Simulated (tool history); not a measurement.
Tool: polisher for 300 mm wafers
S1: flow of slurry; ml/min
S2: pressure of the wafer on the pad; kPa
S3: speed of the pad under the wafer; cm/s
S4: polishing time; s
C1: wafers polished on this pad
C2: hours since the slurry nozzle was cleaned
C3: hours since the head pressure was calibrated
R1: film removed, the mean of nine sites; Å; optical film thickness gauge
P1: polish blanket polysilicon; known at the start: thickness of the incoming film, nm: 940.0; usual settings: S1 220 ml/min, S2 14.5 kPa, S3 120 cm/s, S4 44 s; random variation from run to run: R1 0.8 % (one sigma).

Run 1, day 0.7: S1 220 ml/min, S2 14.5 kPa, S3 120 cm/s, S4 44 s; C1 411; C2 109; C3 735.6. Result: R1 2674.3 Å.
Run 2, day 1.35: S1 220 ml/min, S2 14.5 kPa, S3 120 cm/s, S4 23 s; C1 546; C2 124.6; C3 751.2. Result: R1 1402.1 Å.
At day 1.917: worn pad replaced by a new one.
Run 3, day 1.938: S1 220 ml/min, S2 14.5 kPa, S3 88 cm/s, S4 44 s; C1 5; C2 138.7; C3 765.3. Result: R1 1961.7 Å.
Run 4, day 2.554: S1 220 ml/min, S2 14.5 kPa, S3 90 cm/s, S4 34 s; C1 133; C2 153.5; C3 780.1. Result: R1 1543.2 Å.
Run 5, day 3.179: S1 220 ml/min, S2 6.9 kPa, S3 120 cm/s, S4 28 s; C1 263; C2 168.5; C3 795.1. Result: R1 804.15 Å.
Run 6, day 3.908: S1 220 ml/min, S2 14.5 kPa, S3 120 cm/s, S4 44 s; C1 415; C2 186; C3 812.6. Result: R1 2656.3 Å.
Run 7, day 4.504: S1 220 ml/min, S2 14.5 kPa, S3 120 cm/s, S4 44 s; C1 538; C2 200.3; C3 826.9. Result: R1 2614.9 Å.
Run 8, day 5.088: S1 220 ml/min, S2 14.5 kPa, S3 186 cm/s, S4 44 s; C1 660; C2 214.3; C3 840.9. Result: R1 4103.3 Å.
Run 9, day 5.579: S1 320 ml/min, S2 14.5 kPa, S3 120 cm/s, S4 44 s; C1 762; C2 226.1; C3 852.7. Result: R1 2757.8 Å.
Run 10, day 5.95: S1 220 ml/min, S2 6.9 kPa, S3 120 cm/s, S4 44 s; C1 839; C2 235; C3 861.6. Result: R1 1273.3 Å.
Run 11, day 6.662: S1 220 ml/min, S2 14.5 kPa, S3 120 cm/s, S4 44 s; C1 987; C2 252.1; C3 878.7. Result: R1 2644.9 Å.
Run 12, day 7.421: S1 220 ml/min, S2 14.5 kPa, S3 120 cm/s, S4 44 s; C1 1145; C2 270.3; C3 896.9. Result: R1 2673.6 Å.
Run 13, day 7.8: S1 220 ml/min, S2 21.4 kPa, S3 120 cm/s, S4 44 s; C1 1224; C2 279.4; C3 906. Result: R1 3874.3 Å.
Run 14, day 8.542: S1 220 ml/min, S2 14.5 kPa, S3 120 cm/s, S4 44 s; C1 1378; C2 297.2; C3 923.8. Result: R1 2634 Å.
Run 15, day 8.954: S1 130 ml/min, S2 14.5 kPa, S3 120 cm/s, S4 44 s; C1 1464; C2 307.1; C3 933.7. Result: R1 2453.6 Å.
Run 16, day 9.3: S1 220 ml/min, S2 14.5 kPa, S3 120 cm/s, S4 68 s; C1 1536; C2 315.4; C3 942. Result: R1 4146.4 Å.
Run 17, day 9.962: S1 220 ml/min, S2 14.5 kPa, S3 120 cm/s, S4 44 s; C1 1674; C2 331.3; C3 957.9. Result: R1 2632.3 Å.
Run 18, day 10.458: S1 220 ml/min, S2 14.5 kPa, S3 120 cm/s, S4 44 s; C1 1777; C2 343.2; C3 969.8. Result: R1 2581.9 Å.
Run 19, day 10.821: S1 220 ml/min, S2 14.5 kPa, S3 120 cm/s, S4 44 s; C1 1852; C2 351.9; C3 978.5. Result: R1 2571.4 Å.
Run 20, day 11.308: S1 220 ml/min, S2 14.5 kPa, S3 120 cm/s, S4 44 s; C1 1954; C2 363.6; C3 990.2. Result: R1 2578.5 Å.

Run 21 comes next. What will it give?
At day 11.721: worn pad replaced by a new one.
Run 21, day 12: S1 220 ml/min, S2 14.5 kPa, S3 120 cm/s, S4 44 s; C1 58; C2 380.2; C3 1006.8. Result: R1 ?.

R1: 2537.1 Å

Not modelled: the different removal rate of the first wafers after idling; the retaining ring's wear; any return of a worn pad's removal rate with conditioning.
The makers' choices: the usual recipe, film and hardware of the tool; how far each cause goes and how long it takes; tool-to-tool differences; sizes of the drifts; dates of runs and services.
